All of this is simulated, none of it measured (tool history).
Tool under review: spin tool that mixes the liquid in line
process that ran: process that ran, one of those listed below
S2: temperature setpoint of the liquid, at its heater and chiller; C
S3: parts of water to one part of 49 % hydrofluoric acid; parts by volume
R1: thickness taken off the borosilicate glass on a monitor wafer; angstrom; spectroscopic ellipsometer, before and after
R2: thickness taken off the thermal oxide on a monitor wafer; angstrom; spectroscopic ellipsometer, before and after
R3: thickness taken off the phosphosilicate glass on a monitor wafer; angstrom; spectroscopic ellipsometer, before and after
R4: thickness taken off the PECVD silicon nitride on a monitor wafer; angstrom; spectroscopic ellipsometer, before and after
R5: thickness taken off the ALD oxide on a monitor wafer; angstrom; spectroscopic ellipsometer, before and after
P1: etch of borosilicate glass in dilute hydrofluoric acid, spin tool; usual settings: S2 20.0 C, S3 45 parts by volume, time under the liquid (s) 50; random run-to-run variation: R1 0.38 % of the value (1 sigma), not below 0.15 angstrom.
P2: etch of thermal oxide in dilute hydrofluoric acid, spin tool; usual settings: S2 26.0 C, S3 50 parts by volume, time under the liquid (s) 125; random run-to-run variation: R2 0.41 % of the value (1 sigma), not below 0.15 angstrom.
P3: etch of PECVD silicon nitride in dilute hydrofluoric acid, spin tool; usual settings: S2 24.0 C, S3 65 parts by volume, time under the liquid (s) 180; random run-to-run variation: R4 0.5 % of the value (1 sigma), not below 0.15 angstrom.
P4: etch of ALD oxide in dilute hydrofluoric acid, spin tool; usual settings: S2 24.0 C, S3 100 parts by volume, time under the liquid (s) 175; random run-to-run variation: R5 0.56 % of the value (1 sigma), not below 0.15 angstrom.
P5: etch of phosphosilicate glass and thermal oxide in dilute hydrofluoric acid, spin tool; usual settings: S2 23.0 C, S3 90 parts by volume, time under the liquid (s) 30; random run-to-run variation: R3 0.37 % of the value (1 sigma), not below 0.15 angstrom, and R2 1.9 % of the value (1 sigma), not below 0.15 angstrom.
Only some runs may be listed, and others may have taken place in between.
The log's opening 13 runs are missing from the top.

{"run": 14, "hour": 146.2, "process that ran": "P4", "S2": 28.5, "S3": 100, "time under the liquid (s)": 175, "R5": 339.85}
{"run": 15, "hour": 152.8, "process that ran": "P5", "S2": 23.0, "S3": 90, "time under the liquid (s)": 30, "R2": 13.861, "R3": 194.88}
{"run": 16, "hour": 161.4, "process that ran": "P1", "S2": 20.0, "S3": 45, "time under the liquid (s)": 25, "R1": 202.39}
{"run": 17, "hour": 170.6, "process that ran": "P4", "S2": 24.0, "S3": 150, "time under the liquid (s)": 175, "R5": 178.45}
{"run": 18, "hour": 179.8, "process that ran": "P3", "S2": 24.0, "S3": 65, "time under the liquid (s)": 180, "R4": 152.24}
{"run": 19, "hour": 190.6, "process that ran": "P1", "S2": 20.0, "S3": 75, "time under the liquid (s)": 50, "R1": 232.93}
{"run": 20, "hour": 201.0, "process that ran": "P2", "S2": 26.0, "S3": 50, "time under the liquid (s)": 50, "R2": 56.325}
{"run": 21, "hour": 207.6, "process that ran": "P1", "S2": 20.0, "S3": 45, "time under the liquid (s)": 100, "R1": 805.83}
{"run": 22, "hour": 219.2, "process that ran": "P4", "S2": 24.0, "S3": 100, "time under the liquid (s)": 175, "R5": 285.04}
{"run": 23, "hour": 232.4, "process that ran": "P1", "S2": 24.5, "S3": 45, "time under the liquid (s)": 50, "R1": 488.37}
{"run": 24, "hour": 245.6, "process that ran": "P1", "S2": 20.0, "S3": 45, "time under the liquid (s)": 50, "R1": 404.16}
{"run": 25, "hour": 251.4, "process that ran": "P1", "S2": 17.0, "S3": 45, "time under the liquid (s)": 50, "R1": 354.03}
{"run": 26, "hour": 264.6, "process that ran": "P1", "S2": 20.0, "S3": 45, "time under the liquid (s)": 50, "R1": 406.18}
{"run": 27, "hour": 276.7, "process that ran": "P4", "S2": 24.0, "S3": 100, "time under the liquid (s)": 175, "R5": 286.0}
{"run": 28, "hour": 289.0, "process that ran": "P1", "S2": 20.0, "S3": 20, "time under the liquid (s)": 95, "R1": 1787.9}
{"run": 29, "hour": 295.6, "process that ran": "P1", "S2": 20.0, "S3": 45, "time under the liquid (s)": 50, "R1": 406.35}
{"run": 30, "hour": 304.0, "process that ran": "P5", "S2": 23.0, "S3": 90, "time under the liquid (s)": 30, "R2": 13.929, "R3": 195.71}
{"run": 31, "hour": 311.7, "process that ran": "P1", "S2": 20.0, "S3": 45, "time under the liquid (s)": 50, "R1": 402.82}

Run 32 comes next. What will it give?
{"run": 32, "hour": 318.2, "process that ran": "P1", "S2": 20.0, "S3": 20, "time under the liquid (s)": 50, "R1": "?"}

{"run 32": {"R1": 946.35}}
